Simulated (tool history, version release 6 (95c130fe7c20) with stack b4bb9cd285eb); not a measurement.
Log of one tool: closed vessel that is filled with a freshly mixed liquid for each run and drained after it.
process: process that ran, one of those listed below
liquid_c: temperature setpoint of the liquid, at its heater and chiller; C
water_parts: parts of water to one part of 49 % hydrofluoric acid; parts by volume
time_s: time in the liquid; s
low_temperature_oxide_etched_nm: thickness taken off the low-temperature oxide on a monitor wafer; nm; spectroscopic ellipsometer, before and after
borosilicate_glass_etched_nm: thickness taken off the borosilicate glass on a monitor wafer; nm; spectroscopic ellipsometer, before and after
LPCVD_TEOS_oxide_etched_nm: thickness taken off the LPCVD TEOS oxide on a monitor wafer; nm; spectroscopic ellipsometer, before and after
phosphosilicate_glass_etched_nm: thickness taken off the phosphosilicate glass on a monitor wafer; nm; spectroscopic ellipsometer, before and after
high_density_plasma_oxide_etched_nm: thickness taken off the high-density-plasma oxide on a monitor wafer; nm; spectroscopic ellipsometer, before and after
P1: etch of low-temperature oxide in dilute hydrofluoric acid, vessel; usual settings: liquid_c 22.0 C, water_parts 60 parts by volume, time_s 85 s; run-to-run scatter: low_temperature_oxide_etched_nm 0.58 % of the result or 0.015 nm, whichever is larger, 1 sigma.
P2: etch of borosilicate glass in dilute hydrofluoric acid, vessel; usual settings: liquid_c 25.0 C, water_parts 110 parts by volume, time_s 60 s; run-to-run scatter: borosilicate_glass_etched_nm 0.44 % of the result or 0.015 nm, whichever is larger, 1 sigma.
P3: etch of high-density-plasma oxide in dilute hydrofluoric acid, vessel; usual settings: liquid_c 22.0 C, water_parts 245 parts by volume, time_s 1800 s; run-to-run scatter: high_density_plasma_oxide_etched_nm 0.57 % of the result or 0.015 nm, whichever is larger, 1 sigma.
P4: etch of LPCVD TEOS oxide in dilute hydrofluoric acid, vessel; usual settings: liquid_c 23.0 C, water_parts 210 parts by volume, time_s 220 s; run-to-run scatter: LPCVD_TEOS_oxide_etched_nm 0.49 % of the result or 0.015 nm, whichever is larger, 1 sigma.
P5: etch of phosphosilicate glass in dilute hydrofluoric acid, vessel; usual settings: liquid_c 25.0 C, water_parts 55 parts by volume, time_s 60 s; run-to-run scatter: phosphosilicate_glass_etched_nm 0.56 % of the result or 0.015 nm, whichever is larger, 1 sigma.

run	hour	process	liquid_c	water_parts	time_s	hours since the thermometer was replaced	hours since the hydrofluoric acid flow meter was replaced	low_temperature_oxide_etched_nm	borosilicate_glass_etched_nm	LPCVD_TEOS_oxide_etched_nm	phosphosilicate_glass_etched_nm	high_density_plasma_oxide_etched_nm
1	5.2	P1	22.0	60	85	2059.2	1054.5	14.1300				
2	13.5	P2	25.0	45	60	2067.5	1062.8		47.113			
3	20.7	P1	30.0	60	85	2074.7	1070.0	19.4600				
4	25.2	P4	23.0	210	30	2079.2	1074.5			3.9994		
5	33.0	P1	22.0	60	150	2087.0	1082.3	24.8180				
6	39.0	P1	22.0	60	85	2093.0	1088.3	14.2920				
7	47.7	P5	25.0	55	105	2101.7	1097.0				180.830	
8	52.3	P3	22.0	420	1800	2106.3	1101.6					22.390
9	59.5	P1	28.0	95	85	2113.5	1108.8	10.9730				
10	67.3	P3	22.0	245	1800	2121.3	1116.6					44.410
11	75.9	P4	29.0	210	220	2129.9	1125.2			36.6150		
12	83.6	P3	30.0	245	1800	2137.6	1132.9					59.058
13	92.5	P4	23.0	45	220	2146.5	1141.8			165.7600		
14	101.0	P5	21.0	55	60	2155.0	1150.3				88.391	
15	107.1	P1	22.0	90	130	2161.1	1156.4	13.9010				
16	111.7	P3	22.0	245	3395	2165.7	1161.0					85.674
# hour 116.9: thermometer replaced
17	120.0	P2	25.0	110	105	3.2	1169.3		30.776			
18	125.6	P1	22.0	110	85	8.8	1174.9	7.2977				
19	132.5	P1	18.0	60	50	15.7	1181.8	7.0597				
20	139.9	P1	17.5	60	85	23.1	1189.2	11.7030				
# hour 140.3: hydrofluoric acid flow meter replaced
21	149.2	P5	25.0	90	60	32.4	9.0				60.211	
22	158.6	P1	22.0	25	85	41.8	18.4	35.5130				
23	167.2	P1	22.0	60	30	50.4	27.0	5.0218				
24	172.4	P2	25.0	110	60	55.6	32.2		17.652			
25	177.4	P5	25.0	55	60	60.6	37.2				103.500	
26	183.1	P1	22.0	60	85	66.3	42.9	14.2550				
27	187.4	P2	33.0	110	60	70.6	47.2		23.991			
28	194.2	P1	22.0	60	85	77.4	54.0	14.1030				
29	199.7	P4	23.0	210	220	82.9	59.5			29.1680		
30	207.1	P1	22.0	60	85	90.3	66.9	14.1710				
31	216.4	P1	22.0	60	85	99.6	76.2	14.7950				
32	221.7	P1	22.0	60	85	104.9	81.5	14.6570				
33	230.7	P1	22.0	60	85	113.9	90.5	15.2130				
34	235.3	P1	22.0	60	85	118.5	95.1	15.3260				
35	242.9	P1	22.0	60	85	126.1	102.7	15.1720				
36	247.5	P1	22.0	60	85	130.7	107.3	15.3990				
37	252.9	P1	22.0	60	85	136.1	112.7	15.4320				

The next listed run, before its measurement:
38	260.1	P1	22.0	60	85	143.3	119.9	?				

{"run 38": {"low_temperature_oxide_etched_nm": 15.444}}
